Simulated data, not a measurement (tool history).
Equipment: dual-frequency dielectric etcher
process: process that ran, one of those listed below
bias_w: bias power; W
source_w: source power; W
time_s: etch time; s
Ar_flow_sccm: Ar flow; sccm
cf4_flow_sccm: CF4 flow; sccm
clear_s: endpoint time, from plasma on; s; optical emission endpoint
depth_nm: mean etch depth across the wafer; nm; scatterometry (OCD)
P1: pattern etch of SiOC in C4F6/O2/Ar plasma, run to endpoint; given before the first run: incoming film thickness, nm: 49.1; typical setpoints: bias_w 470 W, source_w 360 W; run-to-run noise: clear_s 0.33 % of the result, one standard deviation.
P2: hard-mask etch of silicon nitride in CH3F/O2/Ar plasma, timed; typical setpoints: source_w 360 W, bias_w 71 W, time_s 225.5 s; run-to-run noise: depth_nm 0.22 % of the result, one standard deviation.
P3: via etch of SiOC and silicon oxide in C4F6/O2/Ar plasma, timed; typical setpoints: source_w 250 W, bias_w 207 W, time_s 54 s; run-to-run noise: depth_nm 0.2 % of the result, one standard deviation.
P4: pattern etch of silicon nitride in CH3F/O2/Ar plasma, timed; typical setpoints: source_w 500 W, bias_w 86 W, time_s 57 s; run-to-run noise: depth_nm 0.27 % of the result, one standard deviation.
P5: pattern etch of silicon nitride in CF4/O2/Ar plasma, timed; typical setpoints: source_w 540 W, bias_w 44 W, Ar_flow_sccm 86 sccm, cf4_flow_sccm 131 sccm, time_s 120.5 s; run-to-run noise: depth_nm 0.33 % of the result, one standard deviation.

run   hour  process  bias_w  source_w  time_s  Ar_flow_sccm  cf4_flow_sccm  hours since the last wet clean  hours since the last bias power generator calibration  hours since the last source power generator calibration  clear_s  depth_nm
  1    4.2       P1     470       360                                                                  153                                                 1382.2                                                   1084.7   17.809
  2    8.6       P4      86       500      79                                                        157.4                                                 1386.6                                                   1089.1             61.291
  3   14.1       P2      52       360   225.5                                                        162.9                                                 1392.1                                                   1094.6             129.66
  4   22.8       P1     598       360                                                                171.6                                                 1400.8                                                   1103.3   16.241
  5     31       P2      71       360   176.5                                                        179.8                                                   1409                                                   1111.5             112.33
  6     38       P2      71       450   225.5                                                        186.8                                                   1416                                                   1118.5             155.46
  7   45.7       P1     470       270                                                                194.5                                                 1423.7                                                   1126.2   19.709
  8   52.8       P4      86       500      57                                                        201.6                                                 1430.8                                                   1133.3             44.075
  9   57.9       P1     562       280                                                                206.7                                                 1435.9                                                   1138.4   18.203
 10   66.6       P1     470       360                                                                215.4                                                 1444.6                                                   1147.1   17.764
 11   72.5       P2      71       360   225.5                                                        221.3                                                 1450.5                                                     1153             143.21
 12   77.5       P5      44       430   120.5            86            131                           226.3                                                 1455.5                                                     1158             201.02
 13   81.9       P4      86       500      57                                                        230.7                                                 1459.9                                                   1162.4             44.142
 14   86.2       P1     291       360                                                                  235                                                 1464.2                                                   1166.7   21.058
 15   93.4       P5      44       540   120.5            86            178                           242.2                                                 1471.4                                                   1173.9             252.75
 16   99.9       P5      44       540     171            86            131                           248.7                                                 1477.9                                                   1180.4             349.96
 17  105.8       P3     207       250      54                                                        254.6                                                 1483.8                                                   1186.3             52.447
 18  109.9       P1     635       220                                                                258.7                                                 1487.9                                                   1190.4   19.012
 19  114.8       P1     470       360                                                                263.6                                                 1492.8                                                   1195.3   17.757
 20  123.1       P1     470       360                                                                271.9                                                 1501.1                                                   1203.6   17.816
 21  131.3       P1     470       360                                                                280.1                                                 1509.3                                                   1211.8   17.805
 22  138.5       P5      44       540   120.5           115            131                           287.3                                                 1516.5                                                     1219             238.29
 23  145.3       P1     470       360                                                                294.1                                                 1523.3                                                   1225.8   17.835
 24  150.6       P4      86       690      57                                                        299.4                                                 1528.6                                                   1231.1             49.939
 25  158.6       P5      26       540   120.5            86            131                           307.4                                                 1536.6                                                   1239.1             207.33
 26  163.5       P1     470       360                                                                312.3                                                 1541.5                                                     1244   17.795
 27  168.2       P3     207       250      54                                                          317                                                 1546.2                                                   1248.7             52.635
 28  172.2       P3     266       250      54                                                          321                                                 1550.2                                                   1252.7              57.59
 29  177.6       P3     207       250    71.5                                                        326.4                                                 1555.6                                                   1258.1             69.602
 30    183       P3     207       200      54                                                        331.8                                                   1561                                                   1263.5             48.526
 31  190.5       P4      64       500      57                                                        339.3                                                 1568.5                                                     1271             39.884
 32  197.2       P1     470       470                                                                  346                                                 1575.2                                                   1277.7   16.128
 33  204.4       P5      44       540   120.5            86            131                           353.2                                                 1582.4                                                   1284.9             245.26
 34  208.6       P1     470       360                                                                357.4                                                 1586.6                                                   1289.1   17.768
 35    216       P1     470       360                                                                364.8                                                   1594                                                   1296.5   17.543
 36  221.7       P1     470       360                                                                370.5                                                 1599.7                                                   1302.2   17.566
 37  228.2       P1     470       360                                                                  377                                                 1606.2                                                   1308.7   17.599
     231.8  -- wet clean of the chamber
 38  233.2       P1     470       360                                                                  1.4                                                 1611.2                                                   1313.7   17.511
 39    240       P1     470       360                                                                  8.2                                                   1618                                                   1320.5   17.612
 40  248.6       P1     470       360                                                                 16.8                                                 1626.6                                                   1329.1   17.443
 41  254.7       P1     470       360                                                                 22.9                                                 1632.7                                                   1335.2   17.526

The output of P1 has drifted from where it used to be. Each of the 2 causes below, taken at the size shown beside it, accounts for the log equally well:
A: bias power that arrives over what is set, % = 4.52
B: source power that arrives over what is set, % = 4.56
The creep began at about hour 208.6.
Excluded causes, each with its reason:
chamber walls in a state that raises the etch rate, %: was serviced at hour 231.8, once the creep was under way, yet the earlier output never came back

Of the 4 check runs listed below, each run on one wafer and each result written as a question mark, which would let you distinguish the listed causes because they would give clearly different results?
check 1  260.8       P5      44       540   120.5            86            131                                                                                                                                                                  ?
check 2  260.8       P4      86       500      57                                                                                                                                                                                               ?
check 3  260.8       P2      71       360   225.5                                                                                                                                                                                               ?
check 4  260.8       P3     207       250      54                                                                                                                                                                                               ?

Check results expected under each cause:
  check    result    if A    if B
check 1  depth_nm  249.94  256.02
check 2  depth_nm  44.819  44.876
check 3  depth_nm  145.45  145.67
check 4  depth_nm  53.477  53.574
Smallest distance between any two causes, each pair judged by its most separating result, in per cent: check 1 2.4 %; check 2 0.13 %; check 3 0.16 %; check 4 0.18 %
Of the check runs offered, only check 1 discriminates between the causes; the rest would read about the same regardless of which cause applies.

The results of check 1 are: depth_nm 251.22 nm. Based on these, which of the listed causes is it?

A is the cause: bias power that arrives over what is set, %.

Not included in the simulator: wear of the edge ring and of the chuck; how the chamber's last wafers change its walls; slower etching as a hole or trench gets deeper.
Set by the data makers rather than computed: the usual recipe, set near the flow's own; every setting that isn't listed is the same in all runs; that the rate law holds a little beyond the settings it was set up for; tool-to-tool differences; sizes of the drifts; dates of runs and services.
